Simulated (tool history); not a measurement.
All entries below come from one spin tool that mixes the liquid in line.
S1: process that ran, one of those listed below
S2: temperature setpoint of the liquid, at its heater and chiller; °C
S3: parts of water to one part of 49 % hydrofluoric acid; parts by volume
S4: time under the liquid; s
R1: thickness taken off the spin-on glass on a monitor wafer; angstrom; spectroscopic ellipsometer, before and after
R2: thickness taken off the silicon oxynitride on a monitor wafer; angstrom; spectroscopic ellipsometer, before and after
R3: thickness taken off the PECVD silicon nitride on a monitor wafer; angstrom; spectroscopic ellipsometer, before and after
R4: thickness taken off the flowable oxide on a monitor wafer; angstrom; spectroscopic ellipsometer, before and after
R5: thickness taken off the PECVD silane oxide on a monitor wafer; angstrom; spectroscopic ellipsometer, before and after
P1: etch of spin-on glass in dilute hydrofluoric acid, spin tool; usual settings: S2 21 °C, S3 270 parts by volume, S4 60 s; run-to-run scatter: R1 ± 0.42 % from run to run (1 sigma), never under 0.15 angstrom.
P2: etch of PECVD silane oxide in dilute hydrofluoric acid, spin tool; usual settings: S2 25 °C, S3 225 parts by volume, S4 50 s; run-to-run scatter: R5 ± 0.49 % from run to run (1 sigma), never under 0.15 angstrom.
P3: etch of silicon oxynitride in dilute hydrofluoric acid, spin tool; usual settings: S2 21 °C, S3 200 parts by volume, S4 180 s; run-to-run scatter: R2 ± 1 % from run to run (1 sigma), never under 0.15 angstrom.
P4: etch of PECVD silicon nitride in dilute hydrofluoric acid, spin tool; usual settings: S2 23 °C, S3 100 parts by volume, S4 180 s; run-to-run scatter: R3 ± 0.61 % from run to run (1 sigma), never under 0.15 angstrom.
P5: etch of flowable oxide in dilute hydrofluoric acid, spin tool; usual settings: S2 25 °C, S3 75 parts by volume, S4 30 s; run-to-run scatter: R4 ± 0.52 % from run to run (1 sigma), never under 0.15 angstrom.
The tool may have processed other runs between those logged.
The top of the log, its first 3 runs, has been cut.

run 4 day=2.475 | S1=P1 S2=25.5 S3=270 S4=60 | R1=91.921
run 5 day=2.892 | S1=P5 S2=25 S3=140 S4=30 | R4=105.78
run 6 day=3.483 | S1=P4 S2=23 S3=100 S4=180 | R3=39.075
run 7 day=4.046 | S1=P5 S2=25 S3=75 S4=65 | R4=465.91
run 8 day=4.754 | S1=P2 S2=25 S3=390 S4=50 | R5=24.759
run 9 day=5.429 | S1=P2 S2=25 S3=225 S4=50 | R5=50.713
run 10 day=6.15 | S1=P3 S2=21 S3=200 S4=70 | R2=9.25
run 11 day=6.512 | S1=P1 S2=21 S3=120 S4=60 | R1=204.56
run 12 day=7.138 | S1=P1 S2=17 S3=270 S4=60 | R1=67.026
run 13 day=7.492 | S1=P1 S2=21 S3=270 S4=110 | R1=143.17
run 14 day=8.192 | S1=P5 S2=25 S3=75 S4=30 | R4=214.62
run 15 day=8.617 | S1=P1 S2=21 S3=270 S4=60 | R1=78.152
run 16 day=9.046 | S1=P5 S2=31.5 S3=75 S4=30 | R4=282.2
run 17 day=9.471 | S1=P2 S2=25 S3=225 S4=15 | R5=15.25
run 18 day=9.921 | S1=P2 S2=25 S3=225 S4=50 | R5=50.53
run 19 day=10.483 | S1=P1 S2=21 S3=115 S4=90 | R1=324.23
run 20 day=11.025 | S1=P1 S2=27.5 S3=270 S4=100 | R1=163.85
run 21 day=11.675 | S1=P3 S2=21 S3=315 S4=180 | R2=14.628
run 22 day=12.279 | S1=P3 S2=21 S3=200 S4=180 | R2=24.755
run 23 day=12.829 | S1=P4 S2=23 S3=25 S4=180 | R3=152.56
run 24 day=13.154 | S1=P1 S2=21 S3=430 S4=60 | R1=42.568
run 25 day=13.858 | S1=P2 S2=17.5 S3=225 S4=50 | R5=37.704
run 26 day=14.2 | S1=P3 S2=21 S3=200 S4=180 | R2=24.455
run 27 day=14.746 | S1=P5 S2=25 S3=75 S4=30 | R4=214.72

Forecast run 28:
run 28 day=15.421 | S1=P4 S2=23 S3=100 S4=15 | R3=?

{"run 28": {"R3": 3.5383}}
